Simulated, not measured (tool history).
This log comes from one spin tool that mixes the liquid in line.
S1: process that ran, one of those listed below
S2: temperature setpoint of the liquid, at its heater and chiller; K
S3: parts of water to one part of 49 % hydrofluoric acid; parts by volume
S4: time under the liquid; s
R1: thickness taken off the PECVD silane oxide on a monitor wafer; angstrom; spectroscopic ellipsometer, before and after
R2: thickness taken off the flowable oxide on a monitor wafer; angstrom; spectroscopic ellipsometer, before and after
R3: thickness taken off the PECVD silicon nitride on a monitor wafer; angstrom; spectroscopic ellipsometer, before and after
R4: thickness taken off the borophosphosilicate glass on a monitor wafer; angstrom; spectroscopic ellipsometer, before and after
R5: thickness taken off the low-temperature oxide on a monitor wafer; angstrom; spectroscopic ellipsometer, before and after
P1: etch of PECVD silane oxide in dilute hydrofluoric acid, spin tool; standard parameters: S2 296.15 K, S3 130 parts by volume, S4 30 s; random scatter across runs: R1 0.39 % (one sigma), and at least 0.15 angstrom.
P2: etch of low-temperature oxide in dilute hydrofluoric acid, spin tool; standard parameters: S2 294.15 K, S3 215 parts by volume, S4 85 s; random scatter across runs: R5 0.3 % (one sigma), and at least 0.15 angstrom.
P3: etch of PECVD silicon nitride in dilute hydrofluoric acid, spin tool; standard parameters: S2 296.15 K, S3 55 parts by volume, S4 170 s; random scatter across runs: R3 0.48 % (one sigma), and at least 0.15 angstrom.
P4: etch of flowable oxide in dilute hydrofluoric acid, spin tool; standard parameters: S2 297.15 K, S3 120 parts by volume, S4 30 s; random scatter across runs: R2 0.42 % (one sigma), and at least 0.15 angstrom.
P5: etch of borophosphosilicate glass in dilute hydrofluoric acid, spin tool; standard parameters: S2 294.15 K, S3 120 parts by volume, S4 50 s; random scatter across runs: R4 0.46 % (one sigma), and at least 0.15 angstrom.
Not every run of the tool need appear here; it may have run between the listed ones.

run,hour,S1,S2,S3,S4,R1,R2,R3,R4,R5
1,12.7,P1,296.15,130,30,86.739,,,,
2,23.8,P4,297.15,70,30,,138.490,,,
3,35.8,P3,296.15,55,270,,,187.770,,
4,44.2,P5,294.15,120,15,,,,37.466,
5,54.1,P1,296.15,130,30,86.735,,,,
6,59.9,P1,296.15,130,30,87.584,,,,
7,69.4,P4,297.15,120,45,,113.840,,,
8,80.1,P3,290.65,55,170,,,81.152,,
9,91.6,P4,291.15,120,30,,60.197,,,
10,104.1,P1,296.15,130,30,87.068,,,,
11,112.4,P1,290.15,130,30,68.254,,,,
12,120.1,P1,296.15,20,30,651.050,,,,
13,132.5,P1,296.15,200,30,52.039,,,,
14,144.8,P1,300.15,130,30,101.000,,,,
15,155.3,P1,296.15,130,30,86.560,,,,
16,163.3,P4,297.15,120,30,,76.075,,,
17,172.6,P2,294.15,215,15,,,,,12.233
18,183.6,P5,294.15,120,50,,,,124.420,
19,189.3,P2,290.15,215,85,,,,,58.865
20,200.5,P1,290.15,130,15,34.003,,,,
21,206.7,P1,296.15,70,15,86.356,,,,
22,213.8,P5,290.15,120,50,,,,106.210,
23,224.4,P1,296.15,130,15,43.337,,,,
24,237.2,P1,296.15,130,30,86.461,,,,
25,248.4,P3,296.15,55,170,,,117.740,,
26,255.3,P1,296.15,70,50,289.710,,,,
27,264.8,P2,294.15,105,85,,,,,158.530
28,276.5,P2,294.15,215,85,,,,,69.136
29,286.1,P1,296.15,130,45,129.410,,,,
30,291.7,P1,296.15,130,30,87.330,,,,
31,303.9,P4,297.15,120,30,,75.255,,,
32,316.1,P5,294.15,55,50,,,,291.350,
33,328.3,P3,296.15,100,170,,,65.866,,
34,340.9,P5,294.15,120,50,,,,125.410,
35,353.0,P1,296.15,130,30,86.547,,,,
36,360.2,P1,296.15,130,30,88.997,,,,
37,371.3,P1,296.15,130,30,91.475,,,,
38,382.3,P1,296.15,130,30,92.860,,,,
39,389.9,P1,296.15,130,30,93.521,,,,
40,397.6,P1,296.15,130,30,92.817,,,,
41,407.5,P1,296.15,130,30,94.140,,,,
42,415.0,P1,296.15,130,30,94.537,,,,
43,425.5,P1,296.15,130,30,94.527,,,,
44,436.0,P1,296.15,130,30,94.836,,,,
45,445.3,P1,296.15,130,30,94.907,,,,

What will run 46 give?
46,451.2,P1,296.15,130,30,?,,,,

R1: 95.491 angstrom
